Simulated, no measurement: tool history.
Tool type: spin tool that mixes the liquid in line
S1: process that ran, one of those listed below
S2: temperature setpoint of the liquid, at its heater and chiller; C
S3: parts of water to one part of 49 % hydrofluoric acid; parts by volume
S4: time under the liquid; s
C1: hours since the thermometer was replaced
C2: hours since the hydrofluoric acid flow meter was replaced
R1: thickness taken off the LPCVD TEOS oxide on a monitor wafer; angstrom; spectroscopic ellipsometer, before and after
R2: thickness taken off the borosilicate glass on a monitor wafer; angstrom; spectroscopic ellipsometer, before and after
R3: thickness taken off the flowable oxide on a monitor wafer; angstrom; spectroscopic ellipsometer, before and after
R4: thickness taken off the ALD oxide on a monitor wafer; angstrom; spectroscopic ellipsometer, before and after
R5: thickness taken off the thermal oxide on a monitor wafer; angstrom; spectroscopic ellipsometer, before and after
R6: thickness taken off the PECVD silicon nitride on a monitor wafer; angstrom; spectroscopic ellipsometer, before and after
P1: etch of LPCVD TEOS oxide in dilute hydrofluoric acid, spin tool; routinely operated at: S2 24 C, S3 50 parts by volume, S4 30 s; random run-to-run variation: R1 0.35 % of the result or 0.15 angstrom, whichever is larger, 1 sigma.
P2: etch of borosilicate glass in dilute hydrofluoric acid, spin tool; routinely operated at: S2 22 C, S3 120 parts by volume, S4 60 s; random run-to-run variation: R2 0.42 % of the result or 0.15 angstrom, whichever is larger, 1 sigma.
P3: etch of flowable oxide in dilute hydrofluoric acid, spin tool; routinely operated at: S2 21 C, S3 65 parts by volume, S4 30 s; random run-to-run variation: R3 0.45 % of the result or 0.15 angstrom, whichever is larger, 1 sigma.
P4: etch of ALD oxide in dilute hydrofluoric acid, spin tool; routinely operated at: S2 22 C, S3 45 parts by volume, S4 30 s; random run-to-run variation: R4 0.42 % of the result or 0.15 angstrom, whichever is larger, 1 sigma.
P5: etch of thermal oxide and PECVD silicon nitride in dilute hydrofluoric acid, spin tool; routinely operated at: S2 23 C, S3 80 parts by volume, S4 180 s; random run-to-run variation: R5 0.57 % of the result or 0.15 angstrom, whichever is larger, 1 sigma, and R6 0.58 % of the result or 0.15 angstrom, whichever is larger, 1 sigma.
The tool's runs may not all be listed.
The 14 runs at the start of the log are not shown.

run   hour  S1    S2   S3   S4      C1     C2      R1      R2      R3  R4      R5      R6
 15  109.3  P5    23   80  180  1349.3   17.9                               105.1  42.952
 16  115.1  P5    23   80  260  1355.1   23.7                              151.93  62.148
 17  124.6  P3    17   65   30  1364.6   33.2                  133.68
 18  130.5  P5  27.5   80  180  1370.5   39.1                              125.64  57.862
 19  136.8  P2    22  120   15  1376.8   45.4          52.826
 20  144.5  P1    24   50   15  1384.5   53.1  106.84
 21  152.9  P1    24   20   30  1392.9   61.5  556.17
 22  160.8  P1    24   50   30  1400.8   69.4  215.23
 23  170.3  P3    21   65   15  1410.3   78.9                  79.468
 24  179.9  P5    23   80  180  1419.9   88.5                              104.56  43.137
 25  189.3  P5    23   45  180  1429.3   97.9                               194.9   75.64
 26  195.5  P1    24   75   15  1435.5  104.1  69.427

Run 27 is up next; what results do you expect?
 27   200  P4  22  45  45  1440  108.6               ?

Run 27 measured R4 144.61 angstrom.
